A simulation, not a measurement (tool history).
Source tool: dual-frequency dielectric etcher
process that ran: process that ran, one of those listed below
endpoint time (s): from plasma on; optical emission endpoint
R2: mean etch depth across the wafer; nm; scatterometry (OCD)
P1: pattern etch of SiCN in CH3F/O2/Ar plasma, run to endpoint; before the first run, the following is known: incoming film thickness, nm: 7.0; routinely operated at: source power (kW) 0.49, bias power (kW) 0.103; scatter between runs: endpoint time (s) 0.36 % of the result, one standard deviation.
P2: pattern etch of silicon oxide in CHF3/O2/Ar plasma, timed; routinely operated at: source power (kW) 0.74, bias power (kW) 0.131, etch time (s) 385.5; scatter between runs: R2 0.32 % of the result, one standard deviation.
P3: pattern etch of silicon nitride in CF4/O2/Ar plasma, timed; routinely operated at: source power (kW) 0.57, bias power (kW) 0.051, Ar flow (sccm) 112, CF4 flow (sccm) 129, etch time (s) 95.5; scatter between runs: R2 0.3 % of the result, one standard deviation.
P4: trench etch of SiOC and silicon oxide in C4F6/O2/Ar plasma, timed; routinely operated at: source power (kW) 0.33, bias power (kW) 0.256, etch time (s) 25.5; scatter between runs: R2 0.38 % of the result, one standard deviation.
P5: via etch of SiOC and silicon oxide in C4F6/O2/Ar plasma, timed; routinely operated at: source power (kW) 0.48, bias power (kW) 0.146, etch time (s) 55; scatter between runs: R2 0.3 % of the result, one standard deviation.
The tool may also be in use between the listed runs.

run 1 hour=14.3 | process_that_ran=P1 source_power_(kW)=0.49 bias_power_(kW)=0.103 | endpoint_time_(s)=15.243
run 2 hour=25.8 | process_that_ran=P3 source_power_(kW)=0.57 bias_power_(kW)=0.051 Ar_flow_(sccm)=112 CF4_flow_(sccm)=129 etch_time_(s)=58 | R2=124.35
run 3 hour=36.7 | process_that_ran=P3 source_power_(kW)=0.57 bias_power_(kW)=0.068 Ar_flow_(sccm)=112 CF4_flow_(sccm)=129 etch_time_(s)=95.5 | R2=227.29
run 4 hour=49.2 | process_that_ran=P1 source_power_(kW)=0.49 bias_power_(kW)=0.103 | endpoint_time_(s)=15.256
run 5 hour=60 | process_that_ran=P4 source_power_(kW)=0.33 bias_power_(kW)=0.256 etch_time_(s)=25.5 | R2=51.053
run 6 hour=72.5 | process_that_ran=P3 source_power_(kW)=0.47 bias_power_(kW)=0.051 Ar_flow_(sccm)=112 CF4_flow_(sccm)=129 etch_time_(s)=95.5 | R2=173.23
run 7 hour=80.4 | process_that_ran=P5 source_power_(kW)=0.48 bias_power_(kW)=0.146 etch_time_(s)=55 | R2=62.739
run 8 hour=93.6 | process_that_ran=P3 source_power_(kW)=0.57 bias_power_(kW)=0.051 Ar_flow_(sccm)=112 CF4_flow_(sccm)=129 etch_time_(s)=95.5 | R2=204.25
run 9 hour=100.8 | process_that_ran=P2 source_power_(kW)=0.74 bias_power_(kW)=0.131 etch_time_(s)=385.5 | R2=743.57
run 10 hour=110.4 | process_that_ran=P4 source_power_(kW)=0.33 bias_power_(kW)=0.256 etch_time_(s)=25.5 | R2=50.865
run 11 hour=120.2 | process_that_ran=P1 source_power_(kW)=0.49 bias_power_(kW)=0.103 | endpoint_time_(s)=15.248
run 12 hour=128.7 | process_that_ran=P1 source_power_(kW)=0.4 bias_power_(kW)=0.103 | endpoint_time_(s)=16.505
run 13 hour=140.6 | process_that_ran=P1 source_power_(kW)=0.69 bias_power_(kW)=0.103 | endpoint_time_(s)=13.402
run 14 hour=151.5 | process_that_ran=P5 source_power_(kW)=0.48 bias_power_(kW)=0.146 etch_time_(s)=78 | R2=89.373
run 15 hour=166.3 | process_that_ran=P1 source_power_(kW)=0.49 bias_power_(kW)=0.103 | endpoint_time_(s)=15.208
run 16 hour=180 | process_that_ran=P3 source_power_(kW)=0.57 bias_power_(kW)=0.051 Ar_flow_(sccm)=156 CF4_flow_(sccm)=129 etch_time_(s)=95.5 | R2=196.05
run 17 hour=193 | process_that_ran=P4 source_power_(kW)=0.26 bias_power_(kW)=0.256 etch_time_(s)=25.5 | R2=46.172
run 18 hour=201.2 | process_that_ran=P3 source_power_(kW)=0.57 bias_power_(kW)=0.051 Ar_flow_(sccm)=112 CF4_flow_(sccm)=175 etch_time_(s)=95.5 | R2=211.85
run 19 hour=211.8 | process_that_ran=P1 source_power_(kW)=0.34 bias_power_(kW)=0.074 | endpoint_time_(s)=19.727
run 20 hour=221.2 | process_that_ran=P2 source_power_(kW)=0.74 bias_power_(kW)=0.131 etch_time_(s)=212 | R2=409.58
run 21 hour=235.5 | process_that_ran=P5 source_power_(kW)=0.57 bias_power_(kW)=0.146 etch_time_(s)=55 | R2=67.515
run 22 hour=244.5 | process_that_ran=P5 source_power_(kW)=0.48 bias_power_(kW)=0.146 etch_time_(s)=55 | R2=63.188
run 23 hour=258.8 | process_that_ran=P5 source_power_(kW)=0.48 bias_power_(kW)=0.086 etch_time_(s)=55 | R2=54.599
run 24 hour=269.9 | process_that_ran=P3 source_power_(kW)=0.57 bias_power_(kW)=0.051 Ar_flow_(sccm)=112 CF4_flow_(sccm)=129 etch_time_(s)=95.5 | R2=205.62
run 25 hour=277.4 | process_that_ran=P2 source_power_(kW)=0.74 bias_power_(kW)=0.183 etch_time_(s)=385.5 | R2=824.1
run 26 hour=289.5 | process_that_ran=P2 source_power_(kW)=0.46 bias_power_(kW)=0.131 etch_time_(s)=385.5 | R2=617.56
-- hour=301 wet clean of the chamber
run 27 hour=303.3 | process_that_ran=P1 source_power_(kW)=0.49 bias_power_(kW)=0.142 | endpoint_time_(s)=13.419
run 28 hour=311 | process_that_ran=P4 source_power_(kW)=0.33 bias_power_(kW)=0.256 etch_time_(s)=36.5 | R2=73.199
run 29 hour=325.3 | process_that_ran=P1 source_power_(kW)=0.49 bias_power_(kW)=0.064 | endpoint_time_(s)=18.133
run 30 hour=332.6 | process_that_ran=P4 source_power_(kW)=0.33 bias_power_(kW)=0.344 etch_time_(s)=25.5 | R2=56.069
run 31 hour=347.4 | process_that_ran=P2 source_power_(kW)=0.74 bias_power_(kW)=0.131 etch_time_(s)=385.5 | R2=741.87
run 32 hour=357.4 | process_that_ran=P1 source_power_(kW)=0.49 bias_power_(kW)=0.103 | endpoint_time_(s)=15.204
run 33 hour=365.4 | process_that_ran=P1 source_power_(kW)=0.49 bias_power_(kW)=0.103 | endpoint_time_(s)=15.327
run 34 hour=372.7 | process_that_ran=P1 source_power_(kW)=0.49 bias_power_(kW)=0.103 | endpoint_time_(s)=15.435
run 35 hour=381.5 | process_that_ran=P1 source_power_(kW)=0.49 bias_power_(kW)=0.103 | endpoint_time_(s)=15.537
-- hour=385.5 wet clean of the chamber
run 36 hour=389.2 | process_that_ran=P1 source_power_(kW)=0.49 bias_power_(kW)=0.103 | endpoint_time_(s)=15.509
run 37 hour=397.2 | process_that_ran=P1 source_power_(kW)=0.49 bias_power_(kW)=0.103 | endpoint_time_(s)=15.572
run 38 hour=408.9 | process_that_ran=P1 source_power_(kW)=0.49 bias_power_(kW)=0.103 | endpoint_time_(s)=15.491
run 39 hour=421.3 | process_that_ran=P1 source_power_(kW)=0.49 bias_power_(kW)=0.103 | endpoint_time_(s)=15.338

P1 has crept away from where it was. The log is fitted equally well by each of these 2 causes, at the sizes shown:
A: bias power that arrives under what is set, % = 4.75
B: source power that arrives under what is set, % = 4.79
The drift started at roughly hour 357.4.
Every other cause this tool's parts could produce, and why it does not fit the log:
chamber walls in a state that lowers the etch rate, %: serviced at hour 385.5, after the change had begun; the process did not return to its earlier output

4 check runs are offered, one wafer each, their results left as question marks. Which one tells the causes apart?
run check 1 hour=433.7 | process_that_ran=P2 source_power_(kW)=0.57 bias_power_(kW)=0.131 etch_time_(s)=240 | R2=?
run check 2 hour=433.7 | process_that_ran=P5 source_power_(kW)=0.48 bias_power_(kW)=0.102 etch_time_(s)=67 | R2=?
run check 3 hour=433.7 | process_that_ran=P3 source_power_(kW)=0.57 bias_power_(kW)=0.051 Ar_flow_(sccm)=156 CF4_flow_(sccm)=129 etch_time_(s)=95.5 | R2=?
run check 4 hour=433.7 | process_that_ran=P4 source_power_(kW)=0.33 bias_power_(kW)=0.32 etch_time_(s)=36.5 | R2=?

Outcome of each check run for each possible cause:
check=check_1 result=R2 if_A=411.11 if_B=409.52
check=check_2 result=R2 if_A=68.362 if_B=67.925
check=check_3 result=R2 if_A=192.38 if_B=187.78
check=check_4 result=R2 if_A=77.406 if_B=77.321
How far apart the two closest causes lie, in the result that separates them most: check 1 0.39 %; check 2 0.64 %; check 3 2.42 %; check 4 0.11 %
The causes can be told apart only by check 3. The other checks would give nearly the same results under each of them.

With check 3 done, the readings were: R2 192.56 nm. Identify which of the listed causes applies.

The cause is A: bias power that arrives under what is set, %.

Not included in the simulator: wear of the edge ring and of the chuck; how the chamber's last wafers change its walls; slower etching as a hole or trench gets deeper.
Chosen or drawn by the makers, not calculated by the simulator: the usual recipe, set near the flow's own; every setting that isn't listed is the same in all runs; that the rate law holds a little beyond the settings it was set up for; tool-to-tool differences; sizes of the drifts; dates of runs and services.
